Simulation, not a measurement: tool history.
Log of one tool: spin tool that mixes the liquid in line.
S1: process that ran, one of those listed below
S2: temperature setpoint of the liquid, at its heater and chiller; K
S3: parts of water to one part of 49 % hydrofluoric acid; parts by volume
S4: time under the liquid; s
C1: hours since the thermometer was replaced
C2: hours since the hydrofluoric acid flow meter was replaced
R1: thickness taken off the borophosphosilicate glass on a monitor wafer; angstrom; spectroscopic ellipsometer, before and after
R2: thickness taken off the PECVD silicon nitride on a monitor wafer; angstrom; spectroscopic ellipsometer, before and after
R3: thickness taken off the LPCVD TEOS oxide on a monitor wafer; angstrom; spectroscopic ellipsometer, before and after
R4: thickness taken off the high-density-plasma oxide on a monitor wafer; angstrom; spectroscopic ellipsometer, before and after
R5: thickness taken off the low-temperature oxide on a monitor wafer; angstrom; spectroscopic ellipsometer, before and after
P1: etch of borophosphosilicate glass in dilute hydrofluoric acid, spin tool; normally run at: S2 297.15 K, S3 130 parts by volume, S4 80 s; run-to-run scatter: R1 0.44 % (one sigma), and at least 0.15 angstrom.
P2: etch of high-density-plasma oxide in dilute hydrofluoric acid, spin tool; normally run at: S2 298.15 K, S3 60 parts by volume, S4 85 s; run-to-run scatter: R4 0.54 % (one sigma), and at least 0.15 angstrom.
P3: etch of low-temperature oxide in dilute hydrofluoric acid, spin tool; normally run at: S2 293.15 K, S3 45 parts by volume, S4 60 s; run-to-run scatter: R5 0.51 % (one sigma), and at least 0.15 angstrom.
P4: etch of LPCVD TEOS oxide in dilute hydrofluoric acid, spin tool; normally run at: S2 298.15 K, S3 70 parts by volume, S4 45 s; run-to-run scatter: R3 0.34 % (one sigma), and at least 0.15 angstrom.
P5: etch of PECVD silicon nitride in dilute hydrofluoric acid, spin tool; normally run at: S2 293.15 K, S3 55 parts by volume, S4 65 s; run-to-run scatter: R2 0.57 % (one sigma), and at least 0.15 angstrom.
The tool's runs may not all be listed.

run,hour,S1,S2,S3,S4,C1,C2,R1,R2,R3,R4,R5
1,10.1,P1,297.15,130,80,218.4,309,452.75,,,,
2,18.7,P5,293.15,55,65,227,317.6,,43.324,,,
3,27.4,P1,291.15,130,80,235.7,326.3,355.7,,,,
4,39,P5,293.15,55,65,247.3,337.9,,43.344,,,
5,47.9,P4,298.15,70,15,256.2,346.8,,,73.716,,
6,59,P2,298.15,20,85,267.3,357.9,,,,392.54,
7,66.6,P1,297.15,20,80,274.9,365.5,3369.4,,,,
8,78.2,P4,298.15,70,45,286.5,377.1,,,221.22,,
9,86.6,P3,299.65,45,60,294.9,385.5,,,,,495.72
10,102,P5,293.15,55,25,310.3,400.9,,16.797,,,
11,114.1,P1,297.15,130,15,322.4,413,84.5,,,,
12,123.7,P1,297.15,130,80,332,422.6,458.34,,,,
13,138.3,P3,293.15,45,15,346.6,437.2,,,,,94.732
14,153.3,P1,297.15,190,45,361.6,452.2,163.11,,,,
15,170.3,P1,302.15,130,15,378.6,469.2,102.62,,,,
16,179.7,P1,300.65,130,80,388,478.6,519.84,,,,
17,191.3,P5,293.15,80,65,399.6,490.2,,30.47,,,
# hour 199.5: thermometer replaced
18,204.1,P2,293.15,60,85,4.6,503,,,,99.403,
19,213.3,P4,298.15,40,45,13.8,512.2,,,405.04,,
20,222.8,P5,298.65,55,65,23.3,521.7,,62.618,,,
21,235.7,P1,297.15,130,80,36.2,534.6,456.64,,,,
22,252.9,P2,298.15,60,155,53.4,551.8,,,,223.02,
23,270.2,P1,297.15,185,80,70.7,569.1,298.55,,,,
24,282.6,P1,297.15,130,150,83.1,581.5,849.45,,,,
25,295.4,P4,291.65,70,45,95.9,594.3,,,168.67,,
26,305.4,P1,297.15,130,80,105.9,604.3,455.16,,,,
27,316.4,P1,297.15,130,80,116.9,615.3,450.84,,,,
28,324.5,P3,293.15,20,60,125,623.4,,,,,876.92
29,333.7,P3,293.15,45,60,134.2,632.6,,,,,379.81
30,342.9,P2,298.15,60,85,143.4,641.8,,,,121.77,
31,355.6,P1,297.15,30,15,156.1,654.5,419.49,,,,
32,369.4,P1,297.15,130,80,169.9,668.3,449.95,,,,
33,379.2,P1,297.15,130,80,179.7,678.1,458.33,,,,
34,390,P1,297.15,130,80,190.5,688.9,464.7,,,,
35,398.1,P1,297.15,130,80,198.6,697,467.4,,,,
36,414.1,P1,297.15,130,80,214.6,713,476.41,,,,
37,426.2,P1,297.15,130,80,226.7,725.1,475.4,,,,
38,438,P1,297.15,130,80,238.5,736.9,476.7,,,,
39,446.3,P1,297.15,130,80,246.8,745.2,480.73,,,,
40,455.1,P1,297.15,130,80,255.6,754,474.65,,,,
41,469.3,P1,297.15,130,80,269.8,768.2,478.84,,,,
42,477.8,P1,297.15,130,80,278.3,776.7,479.31,,,,
43,487.8,P1,297.15,130,80,288.3,786.7,473.6,,,,

What P1 gives has crept away from where it was. These 2 causes fit the log equally well, each at the size given:
A: hydrofluoric acid flow above the setpoint (%) = 4.89
B: liquid hotter than its thermometer reads (K) = 1.43
The creep began at about hour 369.4.

4 check runs are offered, one wafer each, their results left as question marks. Which one tells the causes apart?
check 1,497.8,P5,293.15,55,65,,,,?,,,
check 2,497.8,P4,298.15,70,45,,,,,?,,
check 3,497.8,P2,298.15,60,85,,,,,,?,
check 4,497.8,P3,293.15,45,60,,,,,,,?

What each check would give under each cause:
check,result,if A,if B
check 1,R2,45.375,47.807
check 2,R3,232.63,233.82
check 3,R4,129.34,130.12
check 4,R5,397.49,401.6
How far apart the two closest causes lie, in the result that separates them most: check 1 5.22 %; check 2 0.51 %; check 3 0.6 %; check 4 1.03 %
Only check 1 tells the causes apart: in the others they would give nearly the same result.

Check 1 was then run and gave: R2 45.177 angstrom. Which cause is it?

It is A: hydrofluoric acid flow above the setpoint (%).
